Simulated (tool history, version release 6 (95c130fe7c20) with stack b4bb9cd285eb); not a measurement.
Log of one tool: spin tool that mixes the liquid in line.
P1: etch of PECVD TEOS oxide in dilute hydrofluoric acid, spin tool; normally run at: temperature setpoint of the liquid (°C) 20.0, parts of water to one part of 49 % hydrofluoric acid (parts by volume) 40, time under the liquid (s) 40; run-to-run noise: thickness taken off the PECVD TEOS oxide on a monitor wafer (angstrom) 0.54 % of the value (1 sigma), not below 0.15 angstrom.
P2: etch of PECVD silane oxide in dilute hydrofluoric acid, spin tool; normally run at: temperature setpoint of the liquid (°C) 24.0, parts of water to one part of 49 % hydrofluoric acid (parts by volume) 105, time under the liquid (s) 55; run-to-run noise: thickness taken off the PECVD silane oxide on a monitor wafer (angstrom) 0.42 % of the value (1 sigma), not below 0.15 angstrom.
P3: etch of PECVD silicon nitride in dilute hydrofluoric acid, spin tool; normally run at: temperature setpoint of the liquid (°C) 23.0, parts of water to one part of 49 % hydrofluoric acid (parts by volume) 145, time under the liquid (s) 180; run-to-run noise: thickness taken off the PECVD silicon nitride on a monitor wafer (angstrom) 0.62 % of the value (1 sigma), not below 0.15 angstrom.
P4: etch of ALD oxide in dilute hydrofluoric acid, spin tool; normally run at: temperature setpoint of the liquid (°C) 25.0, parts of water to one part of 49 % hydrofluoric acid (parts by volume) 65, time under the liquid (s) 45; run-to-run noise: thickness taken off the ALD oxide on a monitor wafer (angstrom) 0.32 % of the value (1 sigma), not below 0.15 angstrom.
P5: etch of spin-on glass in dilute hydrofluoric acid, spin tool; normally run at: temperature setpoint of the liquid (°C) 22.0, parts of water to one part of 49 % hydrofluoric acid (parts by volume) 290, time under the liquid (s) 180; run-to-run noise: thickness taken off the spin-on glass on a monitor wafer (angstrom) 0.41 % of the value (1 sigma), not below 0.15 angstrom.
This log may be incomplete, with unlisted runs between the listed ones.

run   hour  process that ran  temperature setpoint of the liquid (°C)  parts of water to one part of 49 % hydrofluoric acid (parts by volume)  time under the liquid (s)  hours since the thermometer was replaced  hours since the hydrofluoric acid flow meter was replaced  thickness taken off the PECVD TEOS oxide on a monitor wafer (angstrom)  thickness taken off the spin-on glass on a monitor wafer (angstrom)  thickness taken off the PECVD silicon nitride on a monitor wafer (angstrom)  thickness taken off the ALD oxide on a monitor wafer (angstrom)  thickness taken off the PECVD silane oxide on a monitor wafer (angstrom)
  1    9.9                P1                                     20.0                                                                      40                         40                                    1602.9                                                      200.0                                                                 141.440
  2   19.7                P5                                     22.0                                                                     290                        180                                    1612.7                                                      209.8                                                                                                                                      169.680
  3   29.4                P3                                     18.0                                                                     145                        180                                    1622.4                                                      219.5                                                                                                                                                                                                                   27.8450
  4   38.8                P1                                     20.0                                                                      40                         80                                    1631.8                                                      228.9                                                                 283.560
  5   46.6                P3                                     23.0                                                                      85                        180                                    1639.6                                                      236.7                                                                                                                                                                                                                   65.8170
  6   58.4                P5                                     26.0                                                                     290                        180                                    1651.4                                                      248.5                                                                                                                                      195.650
  7   68.6                P4                                     25.0                                                                      65                         45                                    1661.6                                                      258.7                                                                                                                                                                                                                                                                                     94.380
  8   82.1                P1                                     20.0                                                                      40                         40                                    1675.1                                                      272.2                                                                 139.430
  9   96.3                P1                                     17.0                                                                      40                         40                                    1689.3                                                      286.4                                                                 122.910
 10  109.7                P2                                     17.5                                                                     105                         55                                    1702.7                                                      299.8                                                                                                                                                                                                                                                                                                                                                               69.934
 11  115.8                P4                                     25.0                                                                      65                         80                                    1708.8                                                      305.9                                                                                                                                                                                                                                                                                    168.500
 12  123.7                P5                                     22.0                                                                      60                        180                                    1716.7                                                      313.8                                                                                                                                     1048.200
 13  130.6                P1                                     26.0                                                                      40                         65                                    1723.6                                                      320.7                                                                 295.820
 14  144.1                P5                                     22.0                                                                     290                        180                                    1737.1                                                      334.2                                                                                                                                      168.860
 15  150.8                P1                                     20.0                                                                      40                         20                                    1743.8                                                      340.9                                                                  70.757
 16  164.9                P1                                     20.0                                                                      40                         40                                    1757.9                                                      355.0                                                                 141.400
 17  173.3                P4                                     18.5                                                                      65                         45                                    1766.3                                                      363.4                                                                                                                                                                                                                                                                                     72.213
 18  186.4                P1                                     20.0                                                                      20                         40                                    1779.4                                                      376.5                                                                 291.390
 19  197.1                P2                                     24.0                                                                     105                         80                                    1790.1                                                      387.2                                                                                                                                                                                                                                                                                                                                                              132.890
 20  210.5                P1                                     26.0                                                                      40                         40                                    1803.5                                                      400.6                                                                 182.780
 21  220.8                P3                                     23.0                                                                     145                        180                                    1813.8                                                      410.9                                                                                                                                                                                                                   39.0660
     228.5  -- hydrofluoric acid flow meter replaced
 22  228.5                P1                                     20.0                                                                      25                         15                                    1821.5                                                        0.0                                                                  86.310
 23  237.3                P2                                     24.0                                                                     105                         55                                    1830.3                                                        8.8                                                                                                                                                                                                                                                                                                                                                               91.899
 24  244.5                P3                                     23.0                                                                     145                        180                                    1837.5                                                       16.0                                                                                                                                                                                                                   39.4230
 25  258.2                P2                                     24.0                                                                      25                         55                                    1851.2                                                       29.7                                                                                                                                                                                                                                                                                                                                                              425.020
 26  264.7                P4                                     25.0                                                                      65                         45                                    1857.7                                                       36.2                                                                                                                                                                                                                                                                                     94.872
 27  277.4                P4                                     25.0                                                                      20                         45                                    1870.4                                                       48.9                                                                                                                                                                                                                                                                                    328.690
 28  284.7                P1                                     20.0                                                                      60                         40                                    1877.7                                                       56.2                                                                  92.341
 29  291.7                P3                                     23.0                                                                     145                         15                                    1884.7                                                       63.2                                                                                                                                                                                                                    3.2022
 30  304.5                P1                                     20.0                                                                      40                         40                                    1897.5                                                       76.0                                                                 140.740
 31  314.0                P5                                     22.0                                                                     290                         25                                    1907.0                                                       85.5                                                                                                                                       23.251
 32  327.2                P1                                     20.0                                                                      40                         40                                    1920.2                                                       98.7                                                                 141.290

What does the tool deliver on the next run?
 33  333.8                P1                                     20.0                                                                      40                         40                                    1926.8                                                      105.3                                                                       ?

Run 33 came out at thickness taken off the PECVD TEOS oxide on a monitor wafer (angstrom) 145.320.
